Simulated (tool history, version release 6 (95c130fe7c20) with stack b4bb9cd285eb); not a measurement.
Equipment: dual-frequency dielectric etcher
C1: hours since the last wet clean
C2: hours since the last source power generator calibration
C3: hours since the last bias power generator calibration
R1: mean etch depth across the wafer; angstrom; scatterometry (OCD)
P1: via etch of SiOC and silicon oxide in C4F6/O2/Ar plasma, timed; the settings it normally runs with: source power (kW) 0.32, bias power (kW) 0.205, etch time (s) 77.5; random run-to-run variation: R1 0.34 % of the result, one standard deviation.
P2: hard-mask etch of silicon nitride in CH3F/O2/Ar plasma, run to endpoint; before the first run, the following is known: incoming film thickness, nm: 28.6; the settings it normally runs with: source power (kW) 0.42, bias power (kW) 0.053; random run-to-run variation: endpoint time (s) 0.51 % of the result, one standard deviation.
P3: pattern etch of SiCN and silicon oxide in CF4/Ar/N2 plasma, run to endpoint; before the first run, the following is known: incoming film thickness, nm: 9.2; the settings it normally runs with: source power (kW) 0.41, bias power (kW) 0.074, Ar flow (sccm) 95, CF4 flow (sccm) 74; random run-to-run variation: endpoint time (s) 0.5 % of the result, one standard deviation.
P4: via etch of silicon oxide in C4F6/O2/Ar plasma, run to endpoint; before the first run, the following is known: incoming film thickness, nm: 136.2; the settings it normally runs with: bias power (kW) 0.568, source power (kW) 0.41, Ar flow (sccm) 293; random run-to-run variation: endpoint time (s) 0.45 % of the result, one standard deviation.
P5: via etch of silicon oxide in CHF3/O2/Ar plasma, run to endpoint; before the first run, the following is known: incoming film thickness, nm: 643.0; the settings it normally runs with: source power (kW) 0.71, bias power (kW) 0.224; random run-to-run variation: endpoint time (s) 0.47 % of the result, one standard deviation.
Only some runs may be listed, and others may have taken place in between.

{"run": 1, "hour": 3.5, "process that ran": "P1", "source power (kW)": 0.32, "bias power (kW)": 0.205, "etch time (s)": 77.5, "C1": 77.6, "C2": 805.5, "C3": 1389.6, "R1": 839.46}
{"run": 2, "hour": 7.6, "process that ran": "P4", "source power (kW)": 0.41, "bias power (kW)": 0.381, "Ar flow (sccm)": 293, "C1": 81.7, "C2": 809.6, "C3": 1393.7, "endpoint time (s)": 33.087}
{"run": 3, "hour": 11.6, "process that ran": "P5", "source power (kW)": 0.71, "bias power (kW)": 0.142, "C1": 85.7, "C2": 813.6, "C3": 1397.7, "endpoint time (s)": 332.45}
{"run": 4, "hour": 16.9, "process that ran": "P1", "source power (kW)": 0.32, "bias power (kW)": 0.205, "etch time (s)": 104.5, "C1": 91, "C2": 818.9, "C3": 1403, "R1": 1130.5}
{"run": 5, "hour": 22.5, "process that ran": "P3", "source power (kW)": 0.41, "bias power (kW)": 0.074, "Ar flow (sccm)": 95, "CF4 flow (sccm)": 74, "C1": 96.6, "C2": 824.5, "C3": 1408.6, "endpoint time (s)": 11.657}
{"run": 6, "hour": 25.8, "process that ran": "P1", "source power (kW)": 0.44, "bias power (kW)": 0.205, "etch time (s)": 77.5, "C1": 99.9, "C2": 827.8, "C3": 1411.9, "R1": 955.45}
{"run": 7, "hour": 30.8, "process that ran": "P4", "source power (kW)": 0.58, "bias power (kW)": 0.568, "Ar flow (sccm)": 293, "C1": 104.9, "C2": 832.8, "C3": 1416.9, "endpoint time (s)": 24.942}
{"run": 8, "hour": 35.4, "process that ran": "P1", "source power (kW)": 0.32, "bias power (kW)": 0.205, "etch time (s)": 49.5, "C1": 109.5, "C2": 837.4, "C3": 1421.5, "R1": 539.97}
{"run": 9, "hour": 39.9, "process that ran": "P1", "source power (kW)": 0.32, "bias power (kW)": 0.205, "etch time (s)": 77.5, "C1": 114, "C2": 841.9, "C3": 1426, "R1": 847.01}
{"run": 10, "hour": 45.0, "process that ran": "P3", "source power (kW)": 0.41, "bias power (kW)": 0.092, "Ar flow (sccm)": 95, "CF4 flow (sccm)": 74, "C1": 119.1, "C2": 847, "C3": 1431.1, "endpoint time (s)": 10.583}
{"run": 11, "hour": 47.8, "process that ran": "P1", "source power (kW)": 0.32, "bias power (kW)": 0.205, "etch time (s)": 77.5, "C1": 121.9, "C2": 849.8, "C3": 1433.9, "R1": 840.84}
{"run": 12, "hour": 51.0, "process that ran": "P1", "source power (kW)": 0.32, "bias power (kW)": 0.152, "etch time (s)": 77.5, "C1": 125.1, "C2": 853, "C3": 1437.1, "R1": 764.73}
{"run": 13, "hour": 55.5, "process that ran": "P5", "source power (kW)": 0.71, "bias power (kW)": 0.224, "C1": 129.6, "C2": 857.5, "C3": 1441.6, "endpoint time (s)": 287.26}
{"run": 14, "hour": 59.7, "process that ran": "P3", "source power (kW)": 0.41, "bias power (kW)": 0.074, "Ar flow (sccm)": 95, "CF4 flow (sccm)": 51, "C1": 133.8, "C2": 861.7, "C3": 1445.8, "endpoint time (s)": 12.158}
{"run": 15, "hour": 62.8, "process that ran": "P5", "source power (kW)": 0.71, "bias power (kW)": 0.224, "C1": 136.9, "C2": 864.8, "C3": 1448.9, "endpoint time (s)": 287.73}
{"run": 16, "hour": 67.6, "process that ran": "P1", "source power (kW)": 0.32, "bias power (kW)": 0.205, "etch time (s)": 77.5, "C1": 141.7, "C2": 869.6, "C3": 1453.7, "R1": 842.23}
{"run": 17, "hour": 71.0, "process that ran": "P2", "source power (kW)": 0.58, "bias power (kW)": 0.053, "C1": 145.1, "C2": 873, "C3": 1457.1, "endpoint time (s)": 40.539}
{"run": 18, "hour": 76.3, "process that ran": "P2", "source power (kW)": 0.42, "bias power (kW)": 0.053, "C1": 150.4, "C2": 878.3, "C3": 1462.4, "endpoint time (s)": 45.979}
{"run": 19, "hour": 79.2, "process that ran": "P2", "source power (kW)": 0.42, "bias power (kW)": 0.037, "C1": 153.3, "C2": 881.2, "C3": 1465.3, "endpoint time (s)": 50.826}
{"run": 20, "hour": 85.0, "process that ran": "P3", "source power (kW)": 0.41, "bias power (kW)": 0.074, "Ar flow (sccm)": 95, "CF4 flow (sccm)": 74, "C1": 159.1, "C2": 887, "C3": 1471.1, "endpoint time (s)": 11.5}
{"run": 21, "hour": 90.7, "process that ran": "P1", "source power (kW)": 0.22, "bias power (kW)": 0.205, "etch time (s)": 77.5, "C1": 164.8, "C2": 892.7, "C3": 1476.8, "R1": 730.22}
{"run": 22, "hour": 95.2, "process that ran": "P3", "source power (kW)": 0.41, "bias power (kW)": 0.074, "Ar flow (sccm)": 132, "CF4 flow (sccm)": 74, "C1": 169.3, "C2": 897.2, "C3": 1481.3, "endpoint time (s)": 12.102}
{"run": 23, "hour": 98.6, "process that ran": "P1", "source power (kW)": 0.32, "bias power (kW)": 0.29, "etch time (s)": 77.5, "C1": 172.7, "C2": 900.6, "C3": 1484.7, "R1": 949.18}
{"run": 24, "hour": 101.9, "process that ran": "P5", "source power (kW)": 0.92, "bias power (kW)": 0.224, "C1": 176, "C2": 903.9, "C3": 1488, "endpoint time (s)": 258.77}
{"run": 25, "hour": 105.1, "process that ran": "P3", "source power (kW)": 0.32, "bias power (kW)": 0.074, "Ar flow (sccm)": 95, "CF4 flow (sccm)": 74, "C1": 179.2, "C2": 907.1, "C3": 1491.2, "endpoint time (s)": 14.338}
{"run": 26, "hour": 108.4, "process that ran": "P1", "source power (kW)": 0.2, "bias power (kW)": 0.156, "etch time (s)": 77.5, "C1": 182.5, "C2": 910.4, "C3": 1494.5, "R1": 644.4}
{"run": 27, "hour": 112.7, "process that ran": "P1", "source power (kW)": 0.32, "bias power (kW)": 0.205, "etch time (s)": 77.5, "C1": 186.8, "C2": 914.7, "C3": 1498.8, "R1": 843.52}
{"run": 28, "hour": 115.6, "process that ran": "P4", "source power (kW)": 0.41, "bias power (kW)": 0.568, "Ar flow (sccm)": 179, "C1": 189.7, "C2": 917.6, "C3": 1501.7, "endpoint time (s)": 26.869}
{"run": 29, "hour": 118.5, "process that ran": "P4", "source power (kW)": 0.41, "bias power (kW)": 0.568, "Ar flow (sccm)": 293, "C1": 192.6, "C2": 920.5, "C3": 1504.6, "endpoint time (s)": 28.245}
{"run": 30, "hour": 121.1, "process that ran": "P4", "source power (kW)": 0.41, "bias power (kW)": 0.568, "Ar flow (sccm)": 293, "C1": 195.2, "C2": 923.1, "C3": 1507.2, "endpoint time (s)": 28.168}
{"run": 31, "hour": 124.0, "process that ran": "P1", "source power (kW)": 0.32, "bias power (kW)": 0.205, "etch time (s)": 77.5, "C1": 198.1, "C2": 926, "C3": 1510.1, "R1": 842.78}
{"run": 32, "hour": 129.1, "process that ran": "P1", "source power (kW)": 0.32, "bias power (kW)": 0.205, "etch time (s)": 77.5, "C1": 203.2, "C2": 931.1, "C3": 1515.2, "R1": 836.13}
{"run": 33, "hour": 132.1, "process that ran": "P1", "source power (kW)": 0.32, "bias power (kW)": 0.205, "etch time (s)": 77.5, "C1": 206.2, "C2": 934.1, "C3": 1518.2, "R1": 838.85}
{"run": 34, "hour": 136.8, "process that ran": "P1", "source power (kW)": 0.32, "bias power (kW)": 0.205, "etch time (s)": 77.5, "C1": 210.9, "C2": 938.8, "C3": 1522.9, "R1": 836.32}
{"run": 35, "hour": 140.8, "process that ran": "P1", "source power (kW)": 0.32, "bias power (kW)": 0.205, "etch time (s)": 77.5, "C1": 214.9, "C2": 942.8, "C3": 1526.9, "R1": 834.18}
{"run": 36, "hour": 144.0, "process that ran": "P1", "source power (kW)": 0.32, "bias power (kW)": 0.205, "etch time (s)": 77.5, "C1": 218.1, "C2": 946, "C3": 1530.1, "R1": 832.1}

Forecast run 37:
{"hour": 144.5, "done": "wet clean of the chamber"}
{"run": 37, "hour": 146.6, "process that ran": "P1", "source power (kW)": 0.32, "bias power (kW)": 0.205, "etch time (s)": 77.5, "C1": 2.1, "C2": 948.6, "C3": 1532.7, "R1": "?"}

{"run 37": {"R1": 830.76}}
